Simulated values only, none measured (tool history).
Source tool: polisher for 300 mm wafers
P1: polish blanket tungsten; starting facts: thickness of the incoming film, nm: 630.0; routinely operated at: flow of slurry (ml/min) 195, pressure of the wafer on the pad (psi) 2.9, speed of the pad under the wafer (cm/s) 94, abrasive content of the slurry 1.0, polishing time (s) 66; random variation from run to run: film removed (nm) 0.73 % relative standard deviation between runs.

run  hour  flow of slurry (ml/min)  pressure of the wafer on the pad (psi)  speed of the pad under the wafer (cm/s)  abrasive content of the slurry  polishing time (s)  wafers polished on this pad  hours since the slurry nozzle was cleaned  hours since the head pressure was calibrated  hours since the slurry blender was calibrated  hours since the slurry got fresh peroxide  film removed (nm)
  1   2.6                      195                                     2.9                                       94                             1.0                  66                          829                                      236.4                                          78.8                                          122.7                                       96.7            265.510
  2   5.8                      195                                     2.9                                      144                             1.0                  66                          855                                      239.6                                          82.0                                          125.9                                       99.9            403.440
  3  11.3                      195                                     4.0                                       94                             1.0                  66                          898                                      245.1                                          87.5                                          131.4                                      105.4            363.180
  4  16.2                      195                                     2.9                                       94                             1.0                  66                          937                                      250.0                                          92.4                                          136.3                                      110.3            264.620
  5  18.6                      195                                     2.9                                       94                             1.0                  66                          956                                      252.4                                          94.8                                          138.7                                      112.7            262.270
  6  21.8                      195                                     2.1                                       94                             1.0                  66                          982                                      255.6                                          98.0                                          141.9                                      115.9            191.160
  7  25.5                      195                                     2.9                                       94                             1.0                  66                         1011                                      259.3                                         101.7                                          145.6                                      119.6            262.920
  8  28.4                      195                                     2.9                                       42                             1.0                  66                         1034                                      262.2                                         104.6                                          148.5                                      122.5            116.530
  9  33.0                      195                                     1.3                                       58                             1.0                  66                         1070                                      266.8                                         109.2                                          153.1                                      127.1             72.461
 10  36.0                      195                                     2.9                                       94                             0.6                  66                         1094                                      269.8                                         112.2                                          156.1                                      130.1            234.640
 11  40.9                      260                                     2.9                                       70                             1.0                  66                         1133                                      274.7                                         117.1                                          161.0                                      135.0            204.470
 12  44.8                      195                                     2.9                                       94                             1.4                  66                         1164                                      278.6                                         121.0                                          164.9                                      138.9            286.840
 13  50.1                      130                                     2.9                                       68                             1.0                  66                         1206                                      283.9                                         126.3                                          170.2                                      144.2            177.780
 14  55.6                      305                                     2.9                                       94                             1.0                  66                         1250                                      289.4                                         131.8                                          175.7                                      149.7            275.580
     57.8  -- worn pad replaced by a new one
 15  61.1                      195                                     2.9                                       94                             1.0                  37                           26                                      294.9                                         137.3                                          181.2                                      155.2            148.530
 16  66.0                      135                                     2.9                                       94                             1.0                  66                           65                                      299.8                                         142.2                                          186.1                                      160.1            247.400
 17  70.6                      195                                     2.9                                       94                             1.0                  66                          101                                      304.4                                         146.8                                          190.7                                      164.7            259.420
 18  76.0                      195                                     2.9                                       94                             1.0                 104                          144                                      309.8                                         152.2                                          196.1                                      170.1            416.540

Run 19, settings as shown, results not yet in. Your forecast:
 19  81.4                      195                                     2.9                                       94                             1.0                  66                          187                                      315.2                                         157.6                                          201.5                                      175.5                  ?

{"run 19": {"film removed (nm)": 264.53}}
